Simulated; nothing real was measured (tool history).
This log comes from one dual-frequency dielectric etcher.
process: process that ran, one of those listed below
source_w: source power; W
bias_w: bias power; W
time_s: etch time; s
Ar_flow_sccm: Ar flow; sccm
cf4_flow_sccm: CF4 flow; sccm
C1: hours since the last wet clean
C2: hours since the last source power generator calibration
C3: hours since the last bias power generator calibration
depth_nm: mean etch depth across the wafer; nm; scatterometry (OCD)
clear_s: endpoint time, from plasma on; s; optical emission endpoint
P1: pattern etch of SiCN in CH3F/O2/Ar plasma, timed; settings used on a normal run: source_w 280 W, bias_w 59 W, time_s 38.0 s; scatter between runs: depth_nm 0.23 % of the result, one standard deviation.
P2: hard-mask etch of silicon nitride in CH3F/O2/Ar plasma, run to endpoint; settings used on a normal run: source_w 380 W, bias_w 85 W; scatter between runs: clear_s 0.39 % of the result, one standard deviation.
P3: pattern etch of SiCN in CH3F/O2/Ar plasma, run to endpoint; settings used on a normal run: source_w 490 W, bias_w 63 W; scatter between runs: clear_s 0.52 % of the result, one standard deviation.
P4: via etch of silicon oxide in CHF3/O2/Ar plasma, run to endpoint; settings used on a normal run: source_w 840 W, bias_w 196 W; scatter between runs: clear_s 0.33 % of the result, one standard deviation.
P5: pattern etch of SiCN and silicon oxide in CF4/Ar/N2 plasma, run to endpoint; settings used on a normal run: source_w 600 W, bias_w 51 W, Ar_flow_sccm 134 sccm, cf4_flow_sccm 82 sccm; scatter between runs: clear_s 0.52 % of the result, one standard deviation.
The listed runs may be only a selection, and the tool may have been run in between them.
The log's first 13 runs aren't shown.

{"run": 14, "day": 2.721, "process": "P5", "source_w": 600, "bias_w": 51, "Ar_flow_sccm": 134, "cf4_flow_sccm": 54, "C1": 457.7, "C2": 1634.7, "C3": 984.1, "clear_s": 10.608}
{"run": 15, "day": 2.892, "process": "P1", "source_w": 280, "bias_w": 59, "time_s": 38.0, "C1": 461.8, "C2": 1638.8, "C3": 988.2, "depth_nm": 11.878}
{"run": 16, "day": 3.096, "process": "P4", "source_w": 840, "bias_w": 141, "C1": 466.7, "C2": 1643.7, "C3": 993.1, "clear_s": 386.03}
{"run": 17, "day": 3.279, "process": "P3", "source_w": 300, "bias_w": 63, "C1": 471.1, "C2": 1648.1, "C3": 997.5, "clear_s": 42.252}
{"run": 18, "day": 3.525, "process": "P1", "source_w": 280, "bias_w": 81, "time_s": 46.5, "C1": 477.0, "C2": 1654.0, "C3": 1003.4, "depth_nm": 16.358}
{"run": 19, "day": 3.758, "process": "P4", "source_w": 840, "bias_w": 196, "C1": 482.6, "C2": 1659.6, "C3": 1009.0, "clear_s": 345.43}
{"run": 20, "day": 3.95, "process": "P1", "source_w": 280, "bias_w": 39, "time_s": 38.0, "C1": 487.2, "C2": 1664.2, "C3": 1013.6, "depth_nm": 10.423}
{"run": 21, "day": 4.217, "process": "P2", "source_w": 380, "bias_w": 85, "C1": 493.6, "C2": 1670.6, "C3": 1020.0, "clear_s": 66.719}
{"run": 22, "day": 4.362, "process": "P1", "source_w": 200, "bias_w": 59, "time_s": 38.0, "C1": 497.1, "C2": 1674.1, "C3": 1023.5, "depth_nm": 10.527}
{"run": 23, "day": 4.592, "process": "P1", "source_w": 280, "bias_w": 59, "time_s": 38.0, "C1": 502.6, "C2": 1679.6, "C3": 1029.0, "depth_nm": 11.953}
{"run": 24, "day": 4.808, "process": "P1", "source_w": 280, "bias_w": 59, "time_s": 29.5, "C1": 507.8, "C2": 1684.8, "C3": 1034.2, "depth_nm": 9.3012}
{"run": 25, "day": 5.079, "process": "P1", "source_w": 280, "bias_w": 59, "time_s": 38.0, "C1": 514.3, "C2": 1691.3, "C3": 1040.7, "depth_nm": 11.918}
{"run": 26, "day": 5.242, "process": "P1", "source_w": 280, "bias_w": 59, "time_s": 48.0, "C1": 518.2, "C2": 1695.2, "C3": 1044.6, "depth_nm": 15.098}
{"run": 27, "day": 5.4, "process": "P4", "source_w": 620, "bias_w": 196, "C1": 522.0, "C2": 1699.0, "C3": 1048.4, "clear_s": 388.81}
{"run": 28, "day": 5.579, "process": "P1", "source_w": 280, "bias_w": 59, "time_s": 38.0, "C1": 526.3, "C2": 1703.3, "C3": 1052.7, "depth_nm": 11.943}
{"run": 29, "day": 5.812, "process": "P1", "source_w": 280, "bias_w": 59, "time_s": 38.0, "C1": 531.9, "C2": 1708.9, "C3": 1058.3, "depth_nm": 11.843}

Run 30, settings as shown, results not yet in. Your forecast:
{"run": 30, "day": 6.025, "process": "P1", "source_w": 280, "bias_w": 59, "time_s": 38.0, "C1": 537.0, "C2": 1714.0, "C3": 1063.4, "depth_nm": "?"}

Run 30 gave depth_nm 11.8120 nm.
